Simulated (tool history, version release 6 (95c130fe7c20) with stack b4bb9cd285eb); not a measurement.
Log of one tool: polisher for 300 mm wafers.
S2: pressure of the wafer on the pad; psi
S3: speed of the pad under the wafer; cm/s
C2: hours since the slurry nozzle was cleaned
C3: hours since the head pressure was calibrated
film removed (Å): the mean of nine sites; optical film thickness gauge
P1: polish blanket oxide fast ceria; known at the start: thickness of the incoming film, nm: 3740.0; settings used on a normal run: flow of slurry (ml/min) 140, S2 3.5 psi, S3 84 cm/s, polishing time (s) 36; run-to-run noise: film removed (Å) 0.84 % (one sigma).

{"run": 1, "hour": 5.6, "flow of slurry (ml/min)": 140, "S2": 3.5, "S3": 84, "polishing time (s)": 36, "wafers polished on this pad": 574, "C2": 183.8, "C3": 840.2, "film removed (Å)": 4811.6}
{"run": 2, "hour": 11.9, "flow of slurry (ml/min)": 215, "S2": 3.5, "S3": 40, "polishing time (s)": 36, "wafers polished on this pad": 640, "C2": 190.1, "C3": 846.5, "film removed (Å)": 2432.4}
{"run": 3, "hour": 19.7, "flow of slurry (ml/min)": 140, "S2": 3.5, "S3": 84, "polishing time (s)": 36, "wafers polished on this pad": 721, "C2": 197.9, "C3": 854.3, "film removed (Å)": 4786}
{"run": 4, "hour": 28.7, "flow of slurry (ml/min)": 140, "S2": 1.6, "S3": 84, "polishing time (s)": 36, "wafers polished on this pad": 815, "C2": 206.9, "C3": 863.3, "film removed (Å)": 2182.1}
{"run": 5, "hour": 36.7, "flow of slurry (ml/min)": 140, "S2": 5.3, "S3": 84, "polishing time (s)": 36, "wafers polished on this pad": 898, "C2": 214.9, "C3": 871.3, "film removed (Å)": 7292.4}
{"run": 6, "hour": 41.4, "flow of slurry (ml/min)": 140, "S2": 3.5, "S3": 84, "polishing time (s)": 36, "wafers polished on this pad": 947, "C2": 219.6, "C3": 876, "film removed (Å)": 4763.1}
{"hour": 48.9, "done": "worn pad replaced by a new one"}
{"run": 7, "hour": 50.1, "flow of slurry (ml/min)": 140, "S2": 3.5, "S3": 38, "polishing time (s)": 36, "wafers polished on this pad": 12, "C2": 228.3, "C3": 884.7, "film removed (Å)": 2140.6}
{"run": 8, "hour": 57.1, "flow of slurry (ml/min)": 140, "S2": 3.5, "S3": 84, "polishing time (s)": 36, "wafers polished on this pad": 85, "C2": 235.3, "C3": 891.7, "film removed (Å)": 4810.4}
{"run": 9, "hour": 63.3, "flow of slurry (ml/min)": 215, "S2": 3.5, "S3": 84, "polishing time (s)": 17, "wafers polished on this pad": 150, "C2": 241.5, "C3": 897.9, "film removed (Å)": 2371.7}
{"run": 10, "hour": 67.8, "flow of slurry (ml/min)": 85, "S2": 3.5, "S3": 84, "polishing time (s)": 36, "wafers polished on this pad": 197, "C2": 246, "C3": 902.4, "film removed (Å)": 4260.1}
{"run": 11, "hour": 77.1, "flow of slurry (ml/min)": 140, "S2": 3.5, "S3": 84, "polishing time (s)": 36, "wafers polished on this pad": 294, "C2": 255.3, "C3": 911.7, "film removed (Å)": 4779.3}
{"run": 12, "hour": 85.1, "flow of slurry (ml/min)": 140, "S2": 3.5, "S3": 84, "polishing time (s)": 17, "wafers polished on this pad": 378, "C2": 263.3, "C3": 919.7, "film removed (Å)": 2228.7}
{"run": 13, "hour": 90.2, "flow of slurry (ml/min)": 140, "S2": 3.5, "S3": 84, "polishing time (s)": 51, "wafers polished on this pad": 431, "C2": 268.4, "C3": 924.8, "film removed (Å)": 6765.8}
{"run": 14, "hour": 96.5, "flow of slurry (ml/min)": 215, "S2": 3.5, "S3": 84, "polishing time (s)": 36, "wafers polished on this pad": 497, "C2": 274.7, "C3": 931.1, "film removed (Å)": 5168}
{"run": 15, "hour": 104.1, "flow of slurry (ml/min)": 140, "S2": 3.5, "S3": 126, "polishing time (s)": 36, "wafers polished on this pad": 576, "C2": 282.3, "C3": 938.7, "film removed (Å)": 7256}
{"run": 16, "hour": 112.6, "flow of slurry (ml/min)": 140, "S2": 3.5, "S3": 84, "polishing time (s)": 36, "wafers polished on this pad": 665, "C2": 290.8, "C3": 947.2, "film removed (Å)": 4814.9}
{"run": 17, "hour": 120.9, "flow of slurry (ml/min)": 140, "S2": 3.5, "S3": 84, "polishing time (s)": 36, "wafers polished on this pad": 751, "C2": 299.1, "C3": 955.5, "film removed (Å)": 4822.6}
{"run": 18, "hour": 129.3, "flow of slurry (ml/min)": 140, "S2": 3.5, "S3": 84, "polishing time (s)": 36, "wafers polished on this pad": 839, "C2": 307.5, "C3": 963.9, "film removed (Å)": 4553.4}
{"run": 19, "hour": 137.8, "flow of slurry (ml/min)": 140, "S2": 3.5, "S3": 84, "polishing time (s)": 36, "wafers polished on this pad": 928, "C2": 316, "C3": 972.4, "film removed (Å)": 4491.1}
{"hour": 141.8, "done": "worn pad replaced by a new one"}
{"run": 20, "hour": 144.4, "flow of slurry (ml/min)": 140, "S2": 3.5, "S3": 84, "polishing time (s)": 36, "wafers polished on this pad": 27, "C2": 322.6, "C3": 979, "film removed (Å)": 4510.7}
{"run": 21, "hour": 149.5, "flow of slurry (ml/min)": 140, "S2": 3.5, "S3": 84, "polishing time (s)": 36, "wafers polished on this pad": 80, "C2": 327.7, "C3": 984.1, "film removed (Å)": 4397.7}
{"run": 22, "hour": 158.6, "flow of slurry (ml/min)": 140, "S2": 3.5, "S3": 84, "polishing time (s)": 36, "wafers polished on this pad": 175, "C2": 336.8, "C3": 993.2, "film removed (Å)": 4414.6}
{"run": 23, "hour": 164.6, "flow of slurry (ml/min)": 140, "S2": 3.5, "S3": 84, "polishing time (s)": 36, "wafers polished on this pad": 238, "C2": 342.8, "C3": 999.2, "film removed (Å)": 4320.1}
{"run": 24, "hour": 170.1, "flow of slurry (ml/min)": 140, "S2": 3.5, "S3": 84, "polishing time (s)": 36, "wafers polished on this pad": 295, "C2": 348.3, "C3": 1004.7, "film removed (Å)": 4346.4}
{"run": 25, "hour": 177.6, "flow of slurry (ml/min)": 140, "S2": 3.5, "S3": 84, "polishing time (s)": 36, "wafers polished on this pad": 373, "C2": 355.8, "C3": 1012.2, "film removed (Å)": 4274.2}

Something has made what P1 gives creep away from where it was; the 2 causes below, each at its own stated size, fit the log equally well:
A: slurry flow missing at the pad, % = 33.2
B: head's pressure below its setpoint, % = 8.64
The gradual shift began around hour 120.9.
Excluded causes, each with its reason:
removal rate lost through wear of the pad, %: its service at hour 141.8 followed the start of the drift and did not put the process back to its old value

Consider the 4 check runs below, whose results appear as question marks and each of which averages 2 wafers. Which one distinguishes the causes, in that each cause would give it a clearly different result?
{"run": "check 1", "hour": 185.1, "flow of slurry (ml/min)": 85, "S2": 3.5, "S3": 40, "polishing time (s)": 36, "film removed (Å)": "?"}
{"run": "check 2", "hour": 185.1, "flow of slurry (ml/min)": 140, "S2": 1.9, "S3": 84, "polishing time (s)": 36, "film removed (Å)": "?"}
{"run": "check 3", "hour": 185.1, "flow of slurry (ml/min)": 140, "S2": 5.2, "S3": 84, "polishing time (s)": 36, "film removed (Å)": "?"}
{"run": "check 4", "hour": 185.1, "flow of slurry (ml/min)": 140, "S2": 5.1, "S3": 84, "polishing time (s)": 36, "film removed (Å)": "?"}

How each check would come out, cause by cause:
check=check_1 result=film_removed_(Å) if_A=1760.1 if_B=1847.8
check=check_2 result=film_removed_(Å) if_A=2367.7 if_B=2367.7
check=check_3 result=film_removed_(Å) if_A=6480.1 if_B=6479.9
check=check_4 result=film_removed_(Å) if_A=6355.5 if_B=6355.3
Per check, the gap between the least separated pair of causes, taken in the result that splits them most: check 1 4.86 %; check 2 0 %; check 3 0 %; check 4 0 %
Only in check 1 would the causes give clearly different results; in the remaining checks their results would be nearly the same.

Check 1 has now been run. It gave: film removed (Å) 1774.3. Which of the candidate causes is it?

It was cause A: slurry flow missing at the pad, %.
